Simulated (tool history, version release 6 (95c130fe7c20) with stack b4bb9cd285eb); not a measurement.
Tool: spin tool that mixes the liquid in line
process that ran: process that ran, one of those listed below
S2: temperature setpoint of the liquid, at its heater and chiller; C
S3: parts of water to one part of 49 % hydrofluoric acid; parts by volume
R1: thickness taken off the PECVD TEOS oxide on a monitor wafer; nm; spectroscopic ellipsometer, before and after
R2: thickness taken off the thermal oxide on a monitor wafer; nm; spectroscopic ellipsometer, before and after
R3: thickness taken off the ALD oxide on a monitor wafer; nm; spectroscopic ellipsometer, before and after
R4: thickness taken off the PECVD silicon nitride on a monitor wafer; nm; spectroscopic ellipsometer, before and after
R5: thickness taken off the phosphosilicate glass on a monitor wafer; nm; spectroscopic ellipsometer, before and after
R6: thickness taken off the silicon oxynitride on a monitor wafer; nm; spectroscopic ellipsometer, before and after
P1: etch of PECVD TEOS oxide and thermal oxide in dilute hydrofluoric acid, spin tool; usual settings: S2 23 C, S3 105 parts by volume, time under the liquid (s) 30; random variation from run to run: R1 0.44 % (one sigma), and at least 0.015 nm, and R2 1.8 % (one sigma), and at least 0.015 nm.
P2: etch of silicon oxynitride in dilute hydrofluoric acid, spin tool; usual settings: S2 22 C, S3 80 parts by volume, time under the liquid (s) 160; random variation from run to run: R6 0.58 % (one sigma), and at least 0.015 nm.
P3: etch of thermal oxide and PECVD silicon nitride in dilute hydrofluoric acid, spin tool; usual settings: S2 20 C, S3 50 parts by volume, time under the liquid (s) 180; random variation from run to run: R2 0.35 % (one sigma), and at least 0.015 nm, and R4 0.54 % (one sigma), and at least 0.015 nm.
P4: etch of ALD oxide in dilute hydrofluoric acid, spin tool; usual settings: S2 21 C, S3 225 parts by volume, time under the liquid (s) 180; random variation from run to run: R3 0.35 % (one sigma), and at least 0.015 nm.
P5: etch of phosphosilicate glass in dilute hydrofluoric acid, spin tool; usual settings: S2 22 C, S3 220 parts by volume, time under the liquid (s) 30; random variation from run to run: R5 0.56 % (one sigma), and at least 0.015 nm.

Run 1, hour 17: process that ran P1, S2 23 C, S3 105 parts by volume, time under the liquid (s) 30. Result: R1 6.635 nm, R2 1.3126 nm.
Run 2, hour 33.4: process that ran P4, S2 21 C, S3 45 parts by volume, time under the liquid (s) 180. Result: R3 36.04 nm.
Run 3, hour 50.2: process that ran P3, S2 24 C, S3 50 parts by volume, time under the liquid (s) 180. Result: R2 18.001 nm, R4 20.266 nm.
Run 4, hour 67.5: process that ran P5, S2 22 C, S3 220 parts by volume, time under the liquid (s) 30. Result: R5 16.406 nm.
Run 5, hour 82.8: process that ran P2, S2 22 C, S3 80 parts by volume, time under the liquid (s) 160. Result: R6 9.0119 nm.
Run 6, hour 94.1: process that ran P4, S2 21 C, S3 225 parts by volume, time under the liquid (s) 90. Result: R3 2.9449 nm.
Run 7, hour 109.7: process that ran P5, S2 17 C, S3 220 parts by volume, time under the liquid (s) 30. Result: R5 13.558 nm.
Run 8, hour 126.2: process that ran P2, S2 29 C, S3 80 parts by volume, time under the liquid (s) 160. Result: R6 12.465 nm.
Run 9, hour 139.8: process that ran P5, S2 22 C, S3 220 parts by volume, time under the liquid (s) 15. Result: R5 8.2031 nm.
Run 10, hour 148.5: process that ran P4, S2 21 C, S3 225 parts by volume, time under the liquid (s) 180. Result: R3 5.9611 nm.
Run 11, hour 160.4: process that ran P1, S2 23 C, S3 25 parts by volume, time under the liquid (s) 30. Result: R1 30.631 nm, R2 6.1337 nm.
Run 12, hour 171.1: process that ran P5, S2 22 C, S3 110 parts by volume, time under the liquid (s) 30. Result: R5 36.923 nm.
Run 13, hour 181.7: process that ran P1, S2 23 C, S3 105 parts by volume, time under the liquid (s) 30. Result: R1 6.6042 nm, R2 1.3102 nm.
Run 14, hour 191.8: process that ran P3, S2 20 C, S3 50 parts by volume, time under the liquid (s) 180. Result: R2 15.197 nm, R4 15.328 nm.
Run 15, hour 210.1: process that ran P2, S2 22 C, S3 80 parts by volume, time under the liquid (s) 280. Result: R6 15.759 nm.
Run 16, hour 224.3: process that ran P5, S2 22 C, S3 220 parts by volume, time under the liquid (s) 30. Result: R5 16.408 nm.
Run 17, hour 232.6: process that ran P4, S2 28 C, S3 225 parts by volume, time under the liquid (s) 180. Result: R3 7.6034 nm.
Run 18, hour 248.4: process that ran P1, S2 23 C, S3 105 parts by volume, time under the liquid (s) 30. Result: R1 6.6063 nm, R2 1.3382 nm.
Run 19, hour 261.8: process that ran P1, S2 23 C, S3 105 parts by volume, time under the liquid (s) 60. Result: R1 13.132 nm, R2 2.635 nm.
Run 20, hour 273.5: process that ran P1, S2 23 C, S3 65 parts by volume, time under the liquid (s) 50. Result: R1 18.519 nm, R2 3.6777 nm.
Run 21, hour 282.3: process that ran P1, S2 23 C, S3 105 parts by volume, time under the liquid (s) 30. Result: R1 6.6155 nm, R2 1.3054 nm.
Run 22, hour 296.4: process that ran P3, S2 20 C, S3 50 parts by volume, time under the liquid (s) 180. Result: R2 15.17 nm, R4 15.505 nm.
Run 23, hour 312.3: process that ran P1, S2 23 C, S3 105 parts by volume, time under the liquid (s) 15. Result: R1 3.2622 nm, R2 0.63488 nm.
Run 24, hour 324: process that ran P1, S2 23 C, S3 170 parts by volume, time under the liquid (s) 30. Result: R1 3.7332 nm, R2 0.76389 nm.
Run 25, hour 333: process that ran P3, S2 20 C, S3 50 parts by volume, time under the liquid (s) 360. Result: R2 30.443 nm, R4 30.858 nm.
Run 26, hour 345.2: process that ran P1, S2 29 C, S3 105 parts by volume, time under the liquid (s) 30. Result: R1 8.2986 nm, R2 1.6502 nm.
Run 27, hour 361: process that ran P1, S2 19 C, S3 105 parts by volume, time under the liquid (s) 30. Result: R1 5.5946 nm, R2 1.0703 nm.
Run 28, hour 371.1: process that ran P1, S2 23 C, S3 50 parts by volume, time under the liquid (s) 15. Result: R1 7.3983 nm, R2 1.4854 nm.
Run 29, hour 381.3: process that ran P2, S2 22 C, S3 50 parts by volume, time under the liquid (s) 160. Result: R6 14.723 nm.
Run 30, hour 399.5: process that ran P1, S2 23 C, S3 105 parts by volume, time under the liquid (s) 30. Result: R1 6.5825 nm, R2 1.2798 nm.
Run 31, hour 413.7: process that ran P3, S2 20 C, S3 80 parts by volume, time under the liquid (s) 180. Result: R2 9.1991 nm, R4 9.6883 nm.
Run 32, hour 430.3: process that ran P1, S2 23 C, S3 105 parts by volume, time under the liquid (s) 30. Result: R1 6.547 nm, R2 1.3115 nm.
Run 33, hour 443: process that ran P1, S2 23 C, S3 40 parts by volume, time under the liquid (s) 15. Result: R1 9.3386 nm, R2 1.9038 nm.
Run 34, hour 452.2: process that ran P1, S2 23 C, S3 105 parts by volume, time under the liquid (s) 30. Result: R1 6.5838 nm, R2 1.302 nm.
Run 35, hour 461.4: process that ran P1, S2 23 C, S3 105 parts by volume, time under the liquid (s) 30. Result: R1 6.646 nm, R2 1.3609 nm.
Run 36, hour 476.9: process that ran P1, S2 23 C, S3 105 parts by volume, time under the liquid (s) 30. Result: R1 6.8493 nm, R2 1.3526 nm.

Run 37 comes next. What will it give?
Run 37, hour 486: process that ran P1, S2 23 C, S3 105 parts by volume, time under the liquid (s) 30. Result: R1 ?, R2 ?.

{"run 37": {"R1": 6.8075, "R2": 1.4186}}
